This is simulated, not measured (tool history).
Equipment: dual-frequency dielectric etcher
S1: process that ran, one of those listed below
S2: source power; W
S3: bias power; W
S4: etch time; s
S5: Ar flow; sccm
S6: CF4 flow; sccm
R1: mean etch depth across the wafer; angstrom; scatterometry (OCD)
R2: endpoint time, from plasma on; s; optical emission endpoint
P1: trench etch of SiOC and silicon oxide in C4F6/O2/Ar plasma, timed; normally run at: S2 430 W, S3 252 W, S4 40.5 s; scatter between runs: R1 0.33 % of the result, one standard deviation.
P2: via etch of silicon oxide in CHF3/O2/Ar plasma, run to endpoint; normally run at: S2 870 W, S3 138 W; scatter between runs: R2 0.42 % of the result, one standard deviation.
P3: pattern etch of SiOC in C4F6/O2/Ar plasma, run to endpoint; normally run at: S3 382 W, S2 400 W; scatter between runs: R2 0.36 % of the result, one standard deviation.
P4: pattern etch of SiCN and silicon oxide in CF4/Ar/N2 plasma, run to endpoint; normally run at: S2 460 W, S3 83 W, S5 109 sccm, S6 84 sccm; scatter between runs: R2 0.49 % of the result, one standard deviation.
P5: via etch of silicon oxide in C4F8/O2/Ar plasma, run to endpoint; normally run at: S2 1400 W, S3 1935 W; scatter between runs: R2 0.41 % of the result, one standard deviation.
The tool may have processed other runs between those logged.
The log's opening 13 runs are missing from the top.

run	day	S1	S2	S3	S4	S5	S6	R1	R2
14	1.971	P2	870	138					346.020
15	2.171	P2	570	138					405.290
16	2.292	P1	430	252	55.0			1221.50	
17	2.488	P1	250	252	40.5			730.83	
18	2.608	P1	430	326	40.5			977.23	
19	2.729	P1	430	252	40.5			897.23	
20	2.921	P1	430	198	28.0			573.90	
21	3.075	P4	460	83		109	116		14.571
22	3.267	P5	1650	1935					457.760
23	3.475	P1	430	252	40.5			902.15	
24	3.642	P1	430	252	40.5			900.33	
# day 3.688: bias power generator calibrated
25	3.750	P3	400	382					11.842
26	3.962	P1	430	252	30.0			664.87	
27	4.158	P1	430	307	31.0			732.62	
28	4.383	P4	280	83		109	84		23.559
29	4.483	P1	510	252	40.5			962.23	
30	4.700	P1	430	252	40.5			896.11	
31	4.904	P1	430	252	40.5			891.77	

Estimate the outcome of run 32 from the log above:
32	5.133	P1	430	252	40.5			?	

R1: 894.46 angstrom

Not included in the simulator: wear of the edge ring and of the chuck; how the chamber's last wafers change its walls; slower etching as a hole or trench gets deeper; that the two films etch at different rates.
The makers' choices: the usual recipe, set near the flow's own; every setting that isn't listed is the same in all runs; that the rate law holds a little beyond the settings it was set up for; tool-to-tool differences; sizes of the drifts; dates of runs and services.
